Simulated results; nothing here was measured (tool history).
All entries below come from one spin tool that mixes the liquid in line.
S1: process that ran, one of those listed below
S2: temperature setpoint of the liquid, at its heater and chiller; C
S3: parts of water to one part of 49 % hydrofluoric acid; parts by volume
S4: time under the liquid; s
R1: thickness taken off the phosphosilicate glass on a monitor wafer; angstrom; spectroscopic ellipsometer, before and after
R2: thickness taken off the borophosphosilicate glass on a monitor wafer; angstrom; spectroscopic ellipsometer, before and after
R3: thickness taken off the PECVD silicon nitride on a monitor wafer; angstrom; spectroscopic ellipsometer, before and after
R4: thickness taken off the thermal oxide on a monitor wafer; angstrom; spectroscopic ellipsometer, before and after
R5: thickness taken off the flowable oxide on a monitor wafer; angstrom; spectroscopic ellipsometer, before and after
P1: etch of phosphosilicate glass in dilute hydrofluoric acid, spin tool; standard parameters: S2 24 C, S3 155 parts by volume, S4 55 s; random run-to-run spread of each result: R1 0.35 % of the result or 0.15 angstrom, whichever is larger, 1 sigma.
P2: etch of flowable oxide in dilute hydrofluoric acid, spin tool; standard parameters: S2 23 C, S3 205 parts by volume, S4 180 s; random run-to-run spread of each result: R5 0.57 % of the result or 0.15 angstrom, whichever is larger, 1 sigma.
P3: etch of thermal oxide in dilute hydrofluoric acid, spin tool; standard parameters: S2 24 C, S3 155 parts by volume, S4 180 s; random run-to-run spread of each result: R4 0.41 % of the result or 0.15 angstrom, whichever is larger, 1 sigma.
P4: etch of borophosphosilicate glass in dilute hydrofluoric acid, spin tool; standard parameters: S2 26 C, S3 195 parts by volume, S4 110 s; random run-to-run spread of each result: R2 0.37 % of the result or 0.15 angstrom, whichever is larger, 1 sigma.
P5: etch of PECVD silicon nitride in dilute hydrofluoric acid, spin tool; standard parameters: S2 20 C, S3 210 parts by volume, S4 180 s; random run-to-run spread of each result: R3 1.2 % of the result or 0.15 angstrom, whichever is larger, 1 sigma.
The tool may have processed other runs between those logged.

run 1 hour=6.5 | S1=P1 S2=24 S3=155 S4=55 | R1=286.08
run 2 hour=20.4 | S1=P1 S2=24 S3=155 S4=55 | R1=283.58
run 3 hour=31.1 | S1=P4 S2=26 S3=195 S4=195 | R2=366.12
run 4 hour=44.7 | S1=P5 S2=20 S3=210 S4=50 | R3=5.8172
run 5 hour=55.8 | S1=P5 S2=20 S3=210 S4=180 | R3=21.548
run 6 hour=62.5 | S1=P3 S2=17.5 S3=155 S4=180 | R4=38.333
run 7 hour=71.1 | S1=P4 S2=26 S3=195 S4=110 | R2=207.82
run 8 hour=80.6 | S1=P1 S2=24 S3=70 S4=80 | R1=1014.7
run 9 hour=91.5 | S1=P1 S2=31.5 S3=155 S4=55 | R1=374.41
run 10 hour=102.1 | S1=P2 S2=23 S3=205 S4=180 | R5=278.39
run 11 hour=113.4 | S1=P5 S2=27.5 S3=210 S4=180 | R3=34.046
run 12 hour=127.7 | S1=P1 S2=24 S3=260 S4=55 | R1=152.71
run 13 hour=138.8 | S1=P3 S2=24 S3=155 S4=55 | R4=14.819
run 14 hour=150.3 | S1=P1 S2=24 S3=225 S4=100 | R1=330.34
run 15 hour=157.2 | S1=P1 S2=24 S3=155 S4=55 | R1=284.91
run 16 hour=167.9 | S1=P1 S2=24 S3=155 S4=15 | R1=77.174
run 17 hour=176.7 | S1=P4 S2=26 S3=80 S4=110 | R2=579.79
run 18 hour=183.8 | S1=P1 S2=24 S3=270 S4=110 | R1=286.94
run 19 hour=190.9 | S1=P1 S2=24 S3=155 S4=100 | R1=518.31
run 20 hour=203.9 | S1=P2 S2=23 S3=205 S4=30 | R5=46.685
run 21 hour=218.1 | S1=P1 S2=24 S3=155 S4=55 | R1=282.99
run 22 hour=228.9 | S1=P5 S2=20 S3=70 S4=180 | R3=64.218
run 23 hour=235.6 | S1=P2 S2=17 S3=205 S4=180 | R5=222.52
run 24 hour=242.4 | S1=P1 S2=24 S3=155 S4=55 | R1=283.89
run 25 hour=252.8 | S1=P3 S2=24 S3=155 S4=180 | R4=49.014
run 26 hour=263.9 | S1=P1 S2=24 S3=75 S4=55 | R1=646.71
-- hour=273.6 thermometer replaced
run 27 hour=276.1 | S1=P3 S2=24 S3=265 S4=180 | R4=25.19
run 28 hour=288.5 | S1=P2 S2=23 S3=310 S4=180 | R5=167.41
run 29 hour=300.6 | S1=P4 S2=19 S3=195 S4=110 | R2=159.23
run 30 hour=312.2 | S1=P1 S2=18.5 S3=155 S4=55 | R1=228.78
run 31 hour=325.5 | S1=P1 S2=24 S3=155 S4=55 | R1=283.81
run 32 hour=337.3 | S1=P1 S2=24 S3=155 S4=55 | R1=284.4
run 33 hour=350.7 | S1=P1 S2=24 S3=155 S4=55 | R1=274.55
run 34 hour=362.5 | S1=P1 S2=24 S3=155 S4=55 | R1=271.2

What does the tool deliver on the next run?
run 35 hour=376.1 | S1=P1 S2=24 S3=155 S4=55 | R1=?

R1: 269.95 angstrom

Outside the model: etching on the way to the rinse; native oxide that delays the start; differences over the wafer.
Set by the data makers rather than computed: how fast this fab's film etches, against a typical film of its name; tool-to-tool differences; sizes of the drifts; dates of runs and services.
